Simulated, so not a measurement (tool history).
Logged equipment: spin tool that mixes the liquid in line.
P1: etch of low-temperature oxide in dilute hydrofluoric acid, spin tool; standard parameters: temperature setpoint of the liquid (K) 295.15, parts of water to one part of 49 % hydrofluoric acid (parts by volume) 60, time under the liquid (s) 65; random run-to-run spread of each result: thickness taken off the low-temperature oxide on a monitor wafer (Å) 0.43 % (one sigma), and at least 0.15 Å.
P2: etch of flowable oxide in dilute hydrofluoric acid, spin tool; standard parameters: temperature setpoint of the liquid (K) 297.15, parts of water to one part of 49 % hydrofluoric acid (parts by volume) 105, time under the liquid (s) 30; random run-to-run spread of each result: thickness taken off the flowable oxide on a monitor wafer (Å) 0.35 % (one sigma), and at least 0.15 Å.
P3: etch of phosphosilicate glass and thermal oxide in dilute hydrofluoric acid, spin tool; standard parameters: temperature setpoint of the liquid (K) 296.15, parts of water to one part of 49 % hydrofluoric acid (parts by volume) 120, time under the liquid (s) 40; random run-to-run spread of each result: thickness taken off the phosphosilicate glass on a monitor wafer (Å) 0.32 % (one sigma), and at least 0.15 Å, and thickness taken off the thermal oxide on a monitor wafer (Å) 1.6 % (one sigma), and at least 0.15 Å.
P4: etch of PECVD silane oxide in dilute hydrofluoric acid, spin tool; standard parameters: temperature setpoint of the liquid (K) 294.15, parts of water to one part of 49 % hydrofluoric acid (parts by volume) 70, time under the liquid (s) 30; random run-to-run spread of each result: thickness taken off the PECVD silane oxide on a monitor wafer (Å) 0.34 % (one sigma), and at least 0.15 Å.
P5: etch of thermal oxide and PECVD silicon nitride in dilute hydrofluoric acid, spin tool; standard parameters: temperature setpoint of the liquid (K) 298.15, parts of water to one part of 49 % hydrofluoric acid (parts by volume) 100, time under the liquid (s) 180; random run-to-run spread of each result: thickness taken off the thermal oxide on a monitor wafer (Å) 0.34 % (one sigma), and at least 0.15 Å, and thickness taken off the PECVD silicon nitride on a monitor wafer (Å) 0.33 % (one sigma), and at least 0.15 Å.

run	hour	process that ran	temperature setpoint of the liquid (K)	parts of water to one part of 49 % hydrofluoric acid (parts by volume)	time under the liquid (s)	hours since the thermometer was replaced	hours since the hydrofluoric acid flow meter was replaced	thickness taken off the low-temperature oxide on a monitor wafer (Å)	thickness taken off the PECVD silane oxide on a monitor wafer (Å)	thickness taken off the flowable oxide on a monitor wafer (Å)	thickness taken off the phosphosilicate glass on a monitor wafer (Å)	thickness taken off the thermal oxide on a monitor wafer (Å)	thickness taken off the PECVD silicon nitride on a monitor wafer (Å)
1	6.0	P1	295.15	60	65	1589.4	392.9	165.370					
2	10.3	P4	294.15	40	30	1593.7	397.2		186.310				
3	15.7	P2	297.15	105	30	1599.1	402.6			141.880			
4	19.2	P3	296.15	120	15	1602.6	406.1				103.83	5.4773	
5	22.7	P2	297.15	155	30	1606.1	409.6			90.335			
6	27.6	P3	296.15	120	40	1611.0	414.5				277.61	14.6750	
7	31.9	P1	290.15	60	65	1615.3	418.8	134.040					
8	36.2	P3	290.15	120	40	1619.6	423.1				216.96	11.6360	
9	41.3	P2	297.15	105	30	1624.7	428.2			142.110			
10	44.9	P1	295.15	60	65	1628.3	431.8	166.040					
11	49.7	P2	297.15	105	15	1633.1	436.6			71.355			
12	55.7	P4	294.15	70	15	1639.1	442.6		51.121				
13	60.3	P3	296.15	200	40	1643.7	447.2				152.07	8.2801	
14	63.8	P1	295.15	40	65	1647.2	450.7	254.480					
15	67.7	P5	298.15	100	180	1651.1	454.6					83.8830	106.750
16	73.7	P1	295.15	60	110	1657.1	460.6	279.480					
17	79.1	P5	298.15	145	180	1662.5	466.0					55.0490	74.086
18	84.1	P1	295.15	100	65	1667.5	471.0	94.387					
19	86.8	P1	295.15	60	65	1670.2	473.7	164.970					
20	92.1	P5	298.15	100	180	1675.5	479.0					84.7430	107.280
21	95.3	P1	295.15	100	30	1678.7	482.2	43.369					
22	101.4	P4	301.15	70	30	1684.8	488.3		136.410				

Run 23, settings as shown, results not yet in. Your forecast:
23	104.7	P5	298.15	100	35	1688.1	491.6					?	?

{"run 23": {"thickness taken off the thermal oxide on a monitor wafer (Å)": 16.404, "thickness taken off the PECVD silicon nitride on a monitor wafer (Å)": 20.749}}
